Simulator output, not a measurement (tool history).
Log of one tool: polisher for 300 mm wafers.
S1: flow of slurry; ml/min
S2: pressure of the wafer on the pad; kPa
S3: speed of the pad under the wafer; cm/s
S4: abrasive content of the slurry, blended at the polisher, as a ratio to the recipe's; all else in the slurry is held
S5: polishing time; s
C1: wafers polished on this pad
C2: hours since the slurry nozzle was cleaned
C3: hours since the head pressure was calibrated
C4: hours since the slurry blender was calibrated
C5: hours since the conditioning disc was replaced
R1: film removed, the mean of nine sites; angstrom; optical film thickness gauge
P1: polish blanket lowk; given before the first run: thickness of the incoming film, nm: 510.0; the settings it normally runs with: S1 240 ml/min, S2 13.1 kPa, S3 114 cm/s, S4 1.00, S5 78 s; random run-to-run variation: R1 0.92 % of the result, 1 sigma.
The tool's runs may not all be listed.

{"run": 1, "hour": 12.6, "S1": 240, "S2": 13.1, "S3": 114, "S4": 1.0, "S5": 78, "C1": 248, "C2": 96.2, "C3": 62.6, "C4": 174.2, "C5": 65.8, "R1": 322.14}
{"run": 2, "hour": 24.4, "S1": 240, "S2": 13.1, "S3": 114, "S4": 1.35, "S5": 78, "C1": 340, "C2": 108.0, "C3": 74.4, "C4": 186.0, "C5": 77.6, "R1": 367.89}
{"run": 3, "hour": 38.4, "S1": 240, "S2": 13.1, "S3": 114, "S4": 1.0, "S5": 78, "C1": 449, "C2": 122.0, "C3": 88.4, "C4": 200.0, "C5": 91.6, "R1": 323.65}
{"run": 4, "hour": 48.2, "S1": 240, "S2": 13.1, "S3": 114, "S4": 1.0, "S5": 52, "C1": 526, "C2": 131.8, "C3": 98.2, "C4": 209.8, "C5": 101.4, "R1": 220.27}
{"run": 5, "hour": 62.9, "S1": 240, "S2": 13.1, "S3": 154, "S4": 1.0, "S5": 78, "C1": 640, "C2": 146.5, "C3": 112.9, "C4": 224.5, "C5": 116.1, "R1": 416.78}
{"run": 6, "hour": 78.5, "S1": 240, "S2": 8.3, "S3": 114, "S4": 1.4, "S5": 78, "C1": 762, "C2": 162.1, "C3": 128.5, "C4": 240.1, "C5": 131.7, "R1": 234.88}
{"hour": 83.0, "done": "conditioning disc replaced and pad reconditioned"}
{"run": 7, "hour": 90.2, "S1": 240, "S2": 13.1, "S3": 80, "S4": 1.0, "S5": 78, "C1": 853, "C2": 173.8, "C3": 140.2, "C4": 251.8, "C5": 7.3, "R1": 245.0}
{"run": 8, "hour": 100.7, "S1": 240, "S2": 13.1, "S3": 114, "S4": 1.0, "S5": 78, "C1": 935, "C2": 184.3, "C3": 150.7, "C4": 262.3, "C5": 17.8, "R1": 322.91}
{"run": 9, "hour": 112.8, "S1": 240, "S2": 13.1, "S3": 114, "S4": 1.0, "S5": 78, "C1": 1029, "C2": 196.4, "C3": 162.8, "C4": 274.4, "C5": 29.9, "R1": 324.48}
{"run": 10, "hour": 123.9, "S1": 240, "S2": 6.2, "S3": 114, "S4": 1.0, "S5": 78, "C1": 1116, "C2": 207.5, "C3": 173.9, "C4": 285.5, "C5": 41.0, "R1": 150.72}
{"run": 11, "hour": 133.0, "S1": 240, "S2": 13.1, "S3": 114, "S4": 0.55, "S5": 78, "C1": 1187, "C2": 216.6, "C3": 183.0, "C4": 294.6, "C5": 50.1, "R1": 233.36}
{"run": 12, "hour": 149.1, "S1": 240, "S2": 13.1, "S3": 114, "S4": 1.0, "S5": 78, "C1": 1312, "C2": 232.7, "C3": 199.1, "C4": 310.7, "C5": 66.2, "R1": 326.03}
{"run": 13, "hour": 161.1, "S1": 240, "S2": 13.1, "S3": 114, "S4": 1.0, "S5": 78, "C1": 1406, "C2": 244.7, "C3": 211.1, "C4": 322.7, "C5": 78.2, "R1": 322.53}
{"run": 14, "hour": 177.5, "S1": 340, "S2": 13.1, "S3": 114, "S4": 1.0, "S5": 78, "C1": 1533, "C2": 261.1, "C3": 227.5, "C4": 339.1, "C5": 94.6, "R1": 337.88}
{"run": 15, "hour": 193.5, "S1": 240, "S2": 20.7, "S3": 114, "S4": 1.0, "S5": 78, "C1": 1658, "C2": 277.1, "C3": 243.5, "C4": 355.1, "C5": 110.6, "R1": 510.94}
{"run": 16, "hour": 207.1, "S1": 240, "S2": 13.1, "S3": 114, "S4": 1.0, "S5": 117, "C1": 1764, "C2": 290.7, "C3": 257.1, "C4": 368.7, "C5": 124.2, "R1": 487.69}
{"run": 17, "hour": 223.1, "S1": 145, "S2": 13.1, "S3": 114, "S4": 1.0, "S5": 78, "C1": 1889, "C2": 306.7, "C3": 273.1, "C4": 384.7, "C5": 140.2, "R1": 304.7}
{"run": 18, "hour": 240.5, "S1": 240, "S2": 13.1, "S3": 114, "S4": 1.0, "S5": 78, "C1": 2024, "C2": 324.1, "C3": 290.5, "C4": 402.1, "C5": 157.6, "R1": 321.53}
{"run": 19, "hour": 252.0, "S1": 240, "S2": 13.1, "S3": 114, "S4": 1.0, "S5": 78, "C1": 2114, "C2": 335.6, "C3": 302.0, "C4": 413.6, "C5": 169.1, "R1": 316.18}
{"run": 20, "hour": 264.7, "S1": 240, "S2": 13.1, "S3": 114, "S4": 1.0, "S5": 78, "C1": 2213, "C2": 348.3, "C3": 314.7, "C4": 426.3, "C5": 181.8, "R1": 303.68}
{"run": 21, "hour": 278.5, "S1": 240, "S2": 13.1, "S3": 114, "S4": 1.0, "S5": 78, "C1": 2321, "C2": 362.1, "C3": 328.5, "C4": 440.1, "C5": 195.6, "R1": 293.89}
{"hour": 292.0, "done": "conditioning disc replaced and pad reconditioned"}
{"run": 22, "hour": 293.0, "S1": 240, "S2": 13.1, "S3": 114, "S4": 1.0, "S5": 78, "C1": 2434, "C2": 376.6, "C3": 343.0, "C4": 454.6, "C5": 1.0, "R1": 289.9}
{"run": 23, "hour": 305.4, "S1": 240, "S2": 13.1, "S3": 114, "S4": 1.0, "S5": 78, "C1": 2530, "C2": 389.0, "C3": 355.4, "C4": 467.0, "C5": 13.4, "R1": 294.37}
{"hour": 306.0, "done": "slurry nozzle cleaned"}
{"hour": 314.4, "done": "head pressure recalibrated"}
{"run": 24, "hour": 319.7, "S1": 240, "S2": 13.1, "S3": 114, "S4": 1.0, "S5": 78, "C1": 2642, "C2": 13.8, "C3": 5.4, "C4": 481.3, "C5": 27.7, "R1": 288.72}
{"run": 25, "hour": 334.3, "S1": 240, "S2": 13.1, "S3": 114, "S4": 1.0, "S5": 78, "C1": 2756, "C2": 28.4, "C3": 20.0, "C4": 495.9, "C5": 42.3, "R1": 291.7}
{"run": 26, "hour": 350.5, "S1": 240, "S2": 13.1, "S3": 114, "S4": 1.0, "S5": 78, "C1": 2882, "C2": 44.6, "C3": 36.2, "C4": 512.1, "C5": 58.5, "R1": 282.97}

What P1 gives has crept away from where it was. These 2 causes fit the log equally well, each at the size given:
A: removal rate lost through wear of the pad, % = 11.5
B: abrasive missing from the slurry, % = 22.2
At approximately hour 240.5, the process output began to creep.
Excluded causes, each with its reason:
slurry flow missing at the pad, %: serviced at hour 306.0, after the change had begun; the process did not return to its earlier output
head's pressure below its setpoint, %: serviced at hour 314.4, after the change had begun; the process did not return to its earlier output
time polished since the conditioner stopped cutting, s: serviced at hour 292.0, after the change had begun; the process did not return to its earlier output

Below are 4 check runs, each averaged over 5 wafers, with their results shown as question marks. Which of them would give clearly different results depending on which cause is behind the drift?
{"run": "check 1", "hour": 366.7, "S1": 240, "S2": 6.2, "S3": 114, "S4": 1.0, "S5": 100, "R1": "?"}
{"run": "check 2", "hour": 366.7, "S1": 310, "S2": 13.1, "S3": 114, "S4": 1.0, "S5": 78, "R1": "?"}
{"run": "check 3", "hour": 366.7, "S1": 240, "S2": 13.1, "S3": 114, "S4": 0.6, "S5": 78, "R1": "?"}
{"run": "check 4", "hour": 366.7, "S1": 240, "S2": 18.6, "S3": 114, "S4": 1.0, "S5": 78, "R1": "?"}

What each check would give under each cause:
check=check_1 result=R1 if_A=174.23 if_B=174.26
check=check_2 result=R1 if_A=294.20 if_B=294.26
check=check_3 result=R1 if_A=220.17 if_B=213.38
check=check_4 result=R1 if_A=407.69 if_B=407.77
Separation of the two closest causes in each check, using whichever result separates them best: check 1 0.02 %; check 2 0.02 %; check 3 3.13 %; check 4 0.02 %
Check 3 tells the causes apart: in the others they would give nearly the same result.

The results of check 3 are: R1 218.47 angstrom. Based on these, which of the listed causes is it?

The cause is A: removal rate lost through wear of the pad, %.
